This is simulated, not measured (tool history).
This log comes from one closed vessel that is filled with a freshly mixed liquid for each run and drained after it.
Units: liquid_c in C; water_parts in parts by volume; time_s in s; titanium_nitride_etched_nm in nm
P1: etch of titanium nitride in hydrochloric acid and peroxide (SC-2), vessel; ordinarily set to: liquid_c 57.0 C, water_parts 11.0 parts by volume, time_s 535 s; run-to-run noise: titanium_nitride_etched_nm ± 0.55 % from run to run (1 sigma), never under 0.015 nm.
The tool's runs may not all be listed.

run,hour,liquid_c,water_parts,time_s,hours since the thermometer was replaced,hours since the chemicals flow meter was replaced,hours since the drum of peroxide was connected,titanium_nitride_etched_nm
1,7.7,57.0,11.0,535,341.0,1453.7,448.1,27.9940
2,14.1,43.5,11.0,535,347.4,1460.1,454.5,11.4210
3,19.9,57.0,11.0,535,353.2,1465.9,460.3,28.2830
4,28.6,57.0,11.0,535,361.9,1474.6,469.0,27.6420
5,32.9,57.0,11.0,535,366.2,1478.9,473.3,28.2170
6,39.8,72.0,11.0,535,373.1,1485.8,480.2,70.2160
7,46.9,57.0,11.0,535,380.2,1492.9,487.3,27.9780
8,55.4,57.0,16.0,535,388.7,1501.4,495.8,20.1830
9,64.7,57.0,11.0,1060,398.0,1510.7,505.1,55.3080
# hour 67.1: thermometer replaced
10,74.0,57.0,11.0,90,6.9,1520.0,514.4,4.7439
11,81.2,57.0,4.0,535,14.1,1527.2,521.6,60.7160
12,89.7,57.0,15.5,990,22.6,1535.7,530.1,38.6510
13,97.7,57.0,11.0,535,30.6,1543.7,538.1,28.0980
14,102.9,45.0,11.0,215,35.8,1548.9,543.3,5.1372
15,109.2,57.0,11.0,535,42.1,1555.2,549.6,27.9430
16,118.3,57.0,11.0,535,51.2,1564.3,558.7,29.6630
17,124.8,57.0,11.0,535,57.7,1570.8,565.2,30.2370
18,134.1,57.0,11.0,535,67.0,1580.1,574.5,30.3590
19,142.3,57.0,11.0,535,75.2,1588.3,582.7,30.4890
20,149.8,57.0,11.0,535,82.7,1595.8,590.2,30.8390
21,154.4,57.0,11.0,535,87.3,1600.4,594.8,30.7460
22,164.4,57.0,11.0,535,97.3,1610.4,604.8,30.6500

The log shows P1 creeping away from where it was. Any of the 2 causes listed here, at the size stated for it, fits the log just as well as the others:
A: chemicals flow above the setpoint (%) = 11.6
B: liquid hotter than its thermometer reads (K) = 1.45
The gradual shift began around hour 109.2.
Each remaining cause and why it is not a fit:
peroxide weaker than its label (%): at most 8, which would move titanium_nitride_etched_nm by -7.4 %: too little, or the wrong way

Each of the check runs listed below is run on 5 wafers and reports their average, with the results left as question marks. Pick the one under which the possible causes would lead to clearly different results.
check 1,174.4,47.0,11.0,875,,,,?
check 2,174.4,57.0,15.5,195,,,,?
check 3,174.4,67.5,11.0,165,,,,?
check 4,174.4,57.0,4.0,535,,,,?

Predicted outcomes, by check and by cause:
check,result,if A,if B
check 1,titanium_nitride_etched_nm,25.9980,26.1550
check 2,titanium_nitride_etched_nm,8.3547,8.3184
check 3,titanium_nitride_etched_nm,18.1480,18.0500
check 4,titanium_nitride_etched_nm,65.2230,66.5650
Minimum pairwise separation of causes per check, each pair taken at its best-separating result: check 1 0.6 %; check 2 0.44 %; check 3 0.54 %; check 4 2.04 %
Check 4 tells the causes apart: in the others they would give nearly the same result.

The results of check 4 are: titanium_nitride_etched_nm 65.1220 nm. Based on these, which of the listed causes is it?

The cause is A: chemicals flow above the setpoint (%).
